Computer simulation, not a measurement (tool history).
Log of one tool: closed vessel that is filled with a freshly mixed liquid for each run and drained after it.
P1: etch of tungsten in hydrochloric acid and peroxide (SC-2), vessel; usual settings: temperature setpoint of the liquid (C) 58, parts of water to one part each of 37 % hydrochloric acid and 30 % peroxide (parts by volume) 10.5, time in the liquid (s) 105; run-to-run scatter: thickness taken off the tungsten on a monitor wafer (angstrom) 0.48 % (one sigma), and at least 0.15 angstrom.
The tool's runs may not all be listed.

run  hour  temperature setpoint of the liquid (C)  parts of water to one part each of 37 % hydrochloric acid and 30 % peroxide (parts by volume)  time in the liquid (s)  hours since the thermometer was replaced  hours since the chemicals flow meter was replaced  hours since the drum of peroxide was connected  thickness taken off the tungsten on a monitor wafer (angstrom)
  1   9.5                                      58                                                                                           10.5                     105                                     282.4                                              920.6                                            91.8                                                          189.42
     13.7  -- thermometer replaced
  2  14.9                                      72                                                                                           10.5                     105                                       1.2                                                926                                            97.2                                                          440.94
  3  23.6                                      58                                                                                           10.5                     105                                       9.9                                              934.7                                           105.9                                                          187.82
  4  28.8                                    68.5                                                                                              4                     105                                      15.1                                              939.9                                           111.1                                                          750.91
  5  36.4                                      58                                                                                           10.5                     195                                      22.7                                              947.5                                           118.7                                                          350.55
  6  44.2                                      58                                                                                           10.5                      30                                      30.5                                              955.3                                           126.5                                                          53.995
  7  51.3                                      58                                                                                           10.5                     105                                      37.6                                              962.4                                           133.6                                                          189.93
  8  57.1                                      58                                                                                           10.5                     105                                      43.4                                              968.2                                           139.4                                                          188.38
  9  63.8                                      58                                                                                           18.5                     105                                      50.1                                              974.9                                           146.1                                                          116.44
 10  68.6                                      46                                                                                           10.5                     105                                      54.9                                              979.7                                           150.9                                                          85.774
 11  76.5                                      58                                                                                              6                      50                                      62.8                                              987.6                                           158.8                                                          140.76
 12  82.2                                      58                                                                                              4                     105                                      68.5                                              993.3                                           164.5                                                          395.57

The next listed run, before its measurement:
 13  92.5                                      58                                                                                           10.5                     105                                      78.8                                             1003.6                                           174.8                                                               ?

{"run 13": {"thickness taken off the tungsten on a monitor wafer (angstrom)": 189.08}}
